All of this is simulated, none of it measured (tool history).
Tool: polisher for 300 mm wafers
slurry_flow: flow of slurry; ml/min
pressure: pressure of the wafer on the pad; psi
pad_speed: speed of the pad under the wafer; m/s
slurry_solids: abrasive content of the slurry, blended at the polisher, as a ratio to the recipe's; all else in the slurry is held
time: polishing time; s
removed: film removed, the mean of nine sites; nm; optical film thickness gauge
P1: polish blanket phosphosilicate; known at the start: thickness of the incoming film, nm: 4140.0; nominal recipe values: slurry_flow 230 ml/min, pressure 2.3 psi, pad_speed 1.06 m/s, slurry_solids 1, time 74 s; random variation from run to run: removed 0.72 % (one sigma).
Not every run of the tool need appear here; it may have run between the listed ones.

run	hour	slurry_flow	pressure	pad_speed	slurry_solids	time	wafers polished on this pad	hours since the slurry nozzle was cleaned	hours since the head pressure was calibrated	hours since the slurry blender was calibrated	hours since the conditioning disc was replaced	removed
1	10.1	230	2.3	1.06	1	74	533	169.1	343.9	78.6	369.2	395.13
2	20.7	140	2.3	0.64	1	74	641	179.7	354.5	89.2	379.8	248.25
3	28.5	230	2.3	1.06	1	74	720	187.5	362.3	97	387.6	399.07
4	35.6	230	2.3	1.06	0.5	74	793	194.6	369.4	104.1	394.7	274.39
5	48.4	230	2.3	1.06	1	109	923	207.4	382.2	116.9	407.5	587.26
6	55.9	150	3.5	1.06	1	74	999	214.9	389.7	124.4	415	563.48
7	62.8	230	3.4	1.06	1	74	1069	221.8	396.6	131.3	421.9	595.12
8	69.2	230	2.3	1.44	1	74	1134	228.2	403	137.7	428.3	515.07
9	80.6	365	2.3	1.06	1	74	1250	239.6	414.4	149.1	439.7	418.04
10	93.7	230	2.3	1.06	1	74	1383	252.7	427.5	162.2	452.8	394.37
# hour 94.7: head pressure recalibrated
11	107.1	165	2.3	1.06	1	74	1520	266.1	12.4	175.6	466.2	386.18
12	113	230	2.3	0.6	1	74	1580	272	18.3	181.5	472.1	255.44
13	120.7	230	2.3	1.06	1	38	1658	279.7	26	189.2	479.8	205.06
14	127.8	230	1.6	1.06	1	74	1730	286.8	33.1	196.3	486.9	277.88
15	135.2	230	2.3	1.06	1	74	1805	294.2	40.5	203.7	494.3	403.19
16	143.9	230	2.3	1.06	1.25	74	1894	302.9	49.2	212.4	503	441.43
17	153.4	230	2.3	1.06	1	74	1990	312.4	58.7	221.9	512.5	399.6
18	162	230	2.3	1.06	1	74	2078	321	67.3	230.5	521.1	396.27
19	173.8	230	2.3	1.06	1	74	2198	332.8	79.1	242.3	532.9	387.78
20	181.6	230	2.3	1.06	1	74	2277	340.6	86.9	250.1	540.7	380.01
21	194.1	230	2.3	1.06	1	74	2404	353.1	99.4	262.6	553.2	374.1
22	201.9	230	2.3	1.06	1	74	2483	360.9	107.2	270.4	561	365.75
# hour 212.9: head pressure recalibrated
23	213.3	230	2.3	1.06	1	74	2599	372.3	0.5	281.8	572.4	368.06
# hour 213.7: slurry nozzle cleaned
# hour 213.9: conditioning disc replaced and pad reconditioned
24	224.1	230	2.3	1.06	1	74	2709	10.5	11.3	292.6	10.2	359.97
25	234.3	230	2.3	1.06	1	74	2813	20.7	21.5	302.8	20.4	358.87
26	243.7	230	2.3	1.06	1	74	2908	30.1	30.9	312.2	29.8	359.32

Expected results for the next run?
27	250.2	230	2.3	1.06	1	74	2974	36.6	37.4	318.7	36.3	?

Run 27 yielded removed 362.25 nm.

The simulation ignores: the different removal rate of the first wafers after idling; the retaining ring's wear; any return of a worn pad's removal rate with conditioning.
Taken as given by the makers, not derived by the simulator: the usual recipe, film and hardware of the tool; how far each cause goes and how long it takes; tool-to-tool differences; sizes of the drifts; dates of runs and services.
